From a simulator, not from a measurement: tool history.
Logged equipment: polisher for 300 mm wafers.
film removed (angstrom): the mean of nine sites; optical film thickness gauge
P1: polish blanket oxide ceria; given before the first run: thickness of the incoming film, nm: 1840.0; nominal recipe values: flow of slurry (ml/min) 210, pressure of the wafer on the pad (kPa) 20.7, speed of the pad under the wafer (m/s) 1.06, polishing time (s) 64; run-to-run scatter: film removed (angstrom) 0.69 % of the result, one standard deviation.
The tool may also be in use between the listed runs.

| run | day | flow of slurry (ml/min) | pressure of the wafer on the pad (kPa) | speed of the pad under the wafer (m/s) | polishing time (s) | film removed (angstrom) |
|---|---|---|---|---|---|---|
| 1 | 0.525 | 210 | 20.7 | 1.06 | 64 | 3471.4 |
| 2 | 0.792 | 210 | 20.7 | 1.06 | 64 | 3436.4 |
| 3 | 1.067 | 210 | 20.7 | 1.06 | 99 | 5321.2 |
| 4 | 1.65 | 125 | 20.7 | 1.06 | 64 | 3160.9 |
| 5 | 1.929 | 210 | 20.7 | 1.66 | 64 | 5432.5 |
| 6 | 2.508 | 210 | 28.3 | 1.06 | 31 | 2269.2 |
| 7 | 2.808 | 210 | 24.8 | 1.06 | 88 | 5725.3 |
| 8 | 3.246 | 210 | 20.7 | 1.06 | 64 | 3454.5 |
| 9 | 3.542 | 285 | 20.7 | 1.06 | 64 | 3553.4 |
| 10 | 3.896 | 210 | 31.7 | 1.06 | 64 | 5245.3 |
| 11 | 4.267 | 210 | 20.7 | 1.06 | 29 | 1554.1 |
| 12 | 4.533 | 210 | 20.7 | 1.06 | 64 | 3463.7 |
| 13 | 4.946 | 210 | 20.7 | 1.06 | 64 | 3462.7 |
| 14 | 5.292 | 210 | 11.7 | 1.06 | 64 | 1958.4 |
| 15 | 5.667 | 210 | 20.7 | 1.06 | 64 | 3447.3 |
| 16 | 6.233 | 210 | 20.7 | 1.06 | 64 | 3424 |
| 17 | 6.529 | 210 | 20.7 | 0.62 | 64 | 2037.9 |
| 18 | 7.092 | 210 | 20.7 | 1.06 | 64 | 3433.6 |
| 19 | 7.638 | 210 | 20.7 | 1.06 | 64 | 3317.2 |
| 20 | 8.162 | 210 | 20.7 | 1.06 | 64 | 3294.4 |
|  | 8.4 | head pressure recalibrated |
| 21 | 8.446 | 210 | 20.7 | 1.06 | 64 | 3320.9 |
| 22 | 8.938 | 210 | 20.7 | 1.06 | 64 | 3263.6 |
| 23 | 9.492 | 210 | 20.7 | 1.06 | 64 | 3233.6 |
| 24 | 9.829 | 210 | 20.7 | 1.06 | 64 | 3244.7 |
| 25 | 10.346 | 210 | 20.7 | 1.06 | 64 | 3244 |

P1 has crept away from where it was. The log is fitted equally well by each of these 2 causes, at the sizes shown:
A: slurry flow missing at the pad, % = 33.5
B: removal rate lost through wear of the pad, % = 6.15
The drift started at roughly day 7.092.
Every other cause this tool's parts could produce, and why it does not fit the log:
head's pressure below its setpoint, %: work on it at day 8.4, done after the drift set in, did not restore what the process gave before

Which of the check runs below tells the causes apart, meaning the causes would give it clearly different results? Each run uses 3 wafers whose results are averaged, and each result is shown as a question mark.
| check 1 | 10.862 | 210 | 29.6 | 1.06 | 46 | ? |
| check 2 | 10.862 | 140 | 20.7 | 1.06 | 43 | ? |
| check 3 | 10.862 | 210 | 31 | 1.06 | 93 | ? |
| check 4 | 10.862 | 210 | 13.8 | 0.66 | 64 | ? |

Expected result of each check under each candidate cause:
| check | result | if A | if B |
|---|---|---|---|
| check 1 | film removed (angstrom) | 3337 | 3336.6 |
| check 2 | film removed (angstrom) | 1986.5 | 2043.4 |
| check 3 | film removed (angstrom) | 7060.4 | 7059.5 |
| check 4 | film removed (angstrom) | 1344.6 | 1344.4 |
Gap, in per cent, between the two causes that each check separates least, read from the result that separates them most: check 1 0.01 %; check 2 2.83 %; check 3 0.01 %; check 4 0.01 %
The other checks would show nearly matching results whichever cause is true, so check 2 is the only one that separates the causes.

Then check 2 was run and gave: film removed (angstrom) 1978.8. Which cause is it?

It is A: slurry flow missing at the pad, %.

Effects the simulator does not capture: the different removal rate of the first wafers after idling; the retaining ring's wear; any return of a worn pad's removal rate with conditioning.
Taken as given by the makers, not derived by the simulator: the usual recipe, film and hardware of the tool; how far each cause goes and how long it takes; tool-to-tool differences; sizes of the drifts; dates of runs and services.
